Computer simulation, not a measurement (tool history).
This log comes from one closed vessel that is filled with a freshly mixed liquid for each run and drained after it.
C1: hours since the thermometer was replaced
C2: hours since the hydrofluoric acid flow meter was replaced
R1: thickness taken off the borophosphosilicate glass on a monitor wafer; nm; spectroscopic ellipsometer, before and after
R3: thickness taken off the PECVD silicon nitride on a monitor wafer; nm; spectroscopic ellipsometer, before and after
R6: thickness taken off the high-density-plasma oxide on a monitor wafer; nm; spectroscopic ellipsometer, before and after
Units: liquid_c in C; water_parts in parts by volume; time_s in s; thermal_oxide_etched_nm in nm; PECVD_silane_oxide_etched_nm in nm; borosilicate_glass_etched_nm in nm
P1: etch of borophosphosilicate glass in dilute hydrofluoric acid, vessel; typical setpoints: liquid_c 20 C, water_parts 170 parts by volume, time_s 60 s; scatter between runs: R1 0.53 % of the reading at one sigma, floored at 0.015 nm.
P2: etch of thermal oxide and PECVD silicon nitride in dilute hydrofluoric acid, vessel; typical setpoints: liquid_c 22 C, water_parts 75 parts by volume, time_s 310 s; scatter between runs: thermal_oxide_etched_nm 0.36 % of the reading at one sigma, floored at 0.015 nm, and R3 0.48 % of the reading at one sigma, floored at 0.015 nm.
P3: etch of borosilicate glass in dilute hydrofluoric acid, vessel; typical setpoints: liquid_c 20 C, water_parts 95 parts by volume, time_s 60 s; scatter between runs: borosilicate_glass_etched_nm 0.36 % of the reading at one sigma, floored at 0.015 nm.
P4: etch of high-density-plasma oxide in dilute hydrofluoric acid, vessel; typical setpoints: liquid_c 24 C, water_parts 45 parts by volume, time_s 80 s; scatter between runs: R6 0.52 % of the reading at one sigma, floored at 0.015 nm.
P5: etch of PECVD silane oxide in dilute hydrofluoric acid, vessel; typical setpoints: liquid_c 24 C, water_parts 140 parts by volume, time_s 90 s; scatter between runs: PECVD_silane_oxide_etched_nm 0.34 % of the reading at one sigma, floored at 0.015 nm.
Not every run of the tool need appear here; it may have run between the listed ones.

Run 1, hour 3.7: process P1, liquid_c 20 C, water_parts 170 parts by volume, time_s 60 s; C1 1693; C2 266.7. Result: R1 10.872 nm.
Run 2, hour 10: process P2, liquid_c 22 C, water_parts 75 parts by volume, time_s 310 s; C1 1699.3; C2 273. Result: thermal_oxide_etched_nm 18.093 nm, R3 6.2037 nm.
Run 3, hour 15.9: process P5, liquid_c 17 C, water_parts 140 parts by volume, time_s 90 s; C1 1705.2; C2 278.9. Result: PECVD_silane_oxide_etched_nm 7.8712 nm.
Run 4, hour 22.2: process P5, liquid_c 24 C, water_parts 235 parts by volume, time_s 90 s; C1 1711.5; C2 285.2. Result: PECVD_silane_oxide_etched_nm 5.571 nm.
Run 5, hour 27.9: process P1, liquid_c 20 C, water_parts 170 parts by volume, time_s 30 s; C1 1717.2; C2 290.9. Result: R1 5.4401 nm.
Run 6, hour 35.4: process P3, liquid_c 20 C, water_parts 95 parts by volume, time_s 60 s; C1 1724.7; C2 298.4. Result: borosilicate_glass_etched_nm 13.02 nm.
Run 7, hour 43: process P2, liquid_c 22 C, water_parts 75 parts by volume, time_s 150 s; C1 1732.3; C2 306. Result: thermal_oxide_etched_nm 8.7693 nm, R3 3.019 nm.
Run 8, hour 49.3: process P1, liquid_c 20 C, water_parts 170 parts by volume, time_s 60 s; C1 1738.6; C2 312.3. Result: R1 11.025 nm.
Run 9, hour 55.5: process P1, liquid_c 20 C, water_parts 170 parts by volume, time_s 60 s; C1 1744.8; C2 318.5. Result: R1 10.971 nm.
Run 10, hour 62.8: process P4, liquid_c 28.5 C, water_parts 45 parts by volume, time_s 80 s; C1 1752.1; C2 325.8. Result: R6 13.628 nm.
Run 11, hour 70.8: process P1, liquid_c 20 C, water_parts 170 parts by volume, time_s 100 s; C1 1760.1; C2 333.8. Result: R1 18.001 nm.
Run 12, hour 78.7: process P1, liquid_c 20 C, water_parts 65 parts by volume, time_s 105 s; C1 1768; C2 341.7. Result: R1 56.187 nm.
Run 13, hour 86.7: process P1, liquid_c 28 C, water_parts 80 parts by volume, time_s 60 s; C1 1776; C2 349.7. Result: R1 35.079 nm.
Run 14, hour 92.2: process P1, liquid_c 17 C, water_parts 170 parts by volume, time_s 60 s; C1 1781.5; C2 355.2. Result: R1 9.6878 nm.
Run 15, hour 97.2: process P2, liquid_c 22 C, water_parts 75 parts by volume, time_s 310 s; C1 1786.5; C2 360.2. Result: thermal_oxide_etched_nm 17.944 nm, R3 6.2208 nm.
Run 16, hour 103.9: process P2, liquid_c 22 C, water_parts 20 parts by volume, time_s 310 s; C1 1793.2; C2 366.9. Result: thermal_oxide_etched_nm 72.106 nm, R3 22.36 nm.
Run 17, hour 109.7: process P3, liquid_c 20 C, water_parts 30 parts by volume, time_s 60 s; C1 1799; C2 372.7. Result: borosilicate_glass_etched_nm 44.429 nm.
Run 18, hour 116: process P4, liquid_c 24 C, water_parts 45 parts by volume, time_s 30 s; C1 1805.3; C2 379. Result: R6 4.2929 nm.
Run 19, hour 120.3: process P5, liquid_c 24 C, water_parts 140 parts by volume, time_s 175 s; C1 1809.6; C2 383.3. Result: PECVD_silane_oxide_etched_nm 20.138 nm.
Run 20, hour 124.3: process P4, liquid_c 24 C, water_parts 45 parts by volume, time_s 80 s; C1 1813.6; C2 387.3. Result: R6 11.45 nm.
At hour 126: hydrofluoric acid flow meter replaced.
Run 21, hour 129.7: process P3, liquid_c 17 C, water_parts 95 parts by volume, time_s 60 s; C1 1819; C2 3.8. Result: borosilicate_glass_etched_nm 11.43 nm.
Run 22, hour 134.7: process P3, liquid_c 20 C, water_parts 95 parts by volume, time_s 30 s; C1 1824; C2 8.8. Result: borosilicate_glass_etched_nm 6.5004 nm.
Run 23, hour 138.4: process P5, liquid_c 24 C, water_parts 140 parts by volume, time_s 90 s; C1 1827.7; C2 12.5. Result: PECVD_silane_oxide_etched_nm 10.37 nm.
Run 24, hour 145.2: process P4, liquid_c 24 C, water_parts 45 parts by volume, time_s 80 s; C1 1834.5; C2 19.3. Result: R6 11.367 nm.
Run 25, hour 150.4: process P1, liquid_c 20 C, water_parts 240 parts by volume, time_s 60 s; C1 1839.7; C2 24.5. Result: R1 7.2164 nm.
Run 26, hour 158.8: process P1, liquid_c 28 C, water_parts 105 parts by volume, time_s 60 s; C1 1848.1; C2 32.9. Result: R1 25.946 nm.
Run 27, hour 163.6: process P1, liquid_c 27 C, water_parts 170 parts by volume, time_s 60 s; C1 1852.9; C2 37.7. Result: R1 14.142 nm.
Run 28, hour 167.7: process P1, liquid_c 20 C, water_parts 60 parts by volume, time_s 60 s; C1 1857; C2 41.8. Result: R1 34.586 nm.
Run 29, hour 172.2: process P4, liquid_c 24 C, water_parts 25 parts by volume, time_s 80 s; C1 1861.5; C2 46.3. Result: R6 21.308 nm.
Run 30, hour 180.2: process P1, liquid_c 20 C, water_parts 170 parts by volume, time_s 60 s; C1 1869.5; C2 54.3. Result: R1 10.858 nm.
Run 31, hour 187.9: process P2, liquid_c 29.5 C, water_parts 75 parts by volume, time_s 310 s; C1 1877.2; C2 62. Result: thermal_oxide_etched_nm 24.129 nm, R3 10.313 nm.
Run 32, hour 195.5: process P3, liquid_c 20 C, water_parts 95 parts by volume, time_s 60 s; C1 1884.8; C2 69.6. Result: borosilicate_glass_etched_nm 12.992 nm.
Run 33, hour 203.9: process P1, liquid_c 20 C, water_parts 170 parts by volume, time_s 60 s; C1 1893.2; C2 78. Result: R1 10.864 nm.
Run 34, hour 210.6: process P1, liquid_c 20 C, water_parts 170 parts by volume, time_s 60 s; C1 1899.9; C2 84.7. Result: R1 11.228 nm.
Run 35, hour 215.1: process P1, liquid_c 20 C, water_parts 170 parts by volume, time_s 60 s; C1 1904.4; C2 89.2. Result: R1 11.413 nm.
Run 36, hour 222.4: process P1, liquid_c 20 C, water_parts 170 parts by volume, time_s 60 s; C1 1911.7; C2 96.5. Result: R1 11.544 nm.
Run 37, hour 228: process P1, liquid_c 20 C, water_parts 170 parts by volume, time_s 60 s; C1 1917.3; C2 102.1. Result: R1 11.648 nm.
Run 38, hour 235.8: process P1, liquid_c 20 C, water_parts 170 parts by volume, time_s 60 s; C1 1925.1; C2 109.9. Result: R1 11.708 nm.
Run 39, hour 243.6: process P1, liquid_c 20 C, water_parts 170 parts by volume, time_s 60 s; C1 1932.9; C2 117.7. Result: R1 11.655 nm.
Run 40, hour 248.4: process P1, liquid_c 20 C, water_parts 170 parts by volume, time_s 60 s; C1 1937.7; C2 122.5. Result: R1 11.687 nm.
Run 41, hour 253.2: process P1, liquid_c 20 C, water_parts 170 parts by volume, time_s 60 s; C1 1942.5; C2 127.3. Result: R1 11.6 nm.
Run 42, hour 257.5: process P1, liquid_c 20 C, water_parts 170 parts by volume, time_s 60 s; C1 1946.8; C2 131.6. Result: R1 11.676 nm.

What P1 gives has crept off from where it sat before. The 2 causes that follow fit the log equally well, each at the size noted:
A: liquid hotter than its thermometer reads (K) = 1.8
B: hydrofluoric acid flow above the setpoint (%) = 6.17
The creep began at about hour 203.9.

Consider the 4 single-wafer check runs listed below, results given as question marks: which one distinguishes between the causes by giving clearly different results for each?
Run check 1, hour 261.8: process P5, liquid_c 24 C, water_parts 210 parts by volume, time_s 90 s. Result: PECVD_silane_oxide_etched_nm ?.
Run check 2, hour 261.8: process P4, liquid_c 24 C, water_parts 30 parts by volume, time_s 40 s. Result: R6 ?.
Run check 3, hour 261.8: process P2, liquid_c 22 C, water_parts 35 parts by volume, time_s 310 s. Result: thermal_oxide_etched_nm ?, R3 ?.
Run check 4, hour 261.8: process P3, liquid_c 20 C, water_parts 95 parts by volume, time_s 30 s. Result: borosilicate_glass_etched_nm ?.

How each check would come out, cause by cause:
  check                        result    if A    if B
check 1  PECVD_silane_oxide_etched_nm  6.8434  6.8948
check 2                            R6  9.4506  9.3311
check 3       thermal_oxide_etched_nm  43.645  43.069
check 3                            R3  14.832  13.892
check 4  borosilicate_glass_etched_nm  7.0037  6.9515
How far apart the two closest causes lie, in the result that separates them most: check 1 0.75 %; check 2 1.27 %; check 3 6.55 %; check 4 0.75 %
Check 3 distinguishes between the causes, while the remaining checks would return nearly the same result for all of them.

Then check 3 was run and gave: thermal_oxide_etched_nm 43.106 nm; R3 13.934 nm. Which cause is it?

Of the candidate causes, it is B: hydrofluoric acid flow above the setpoint (%).
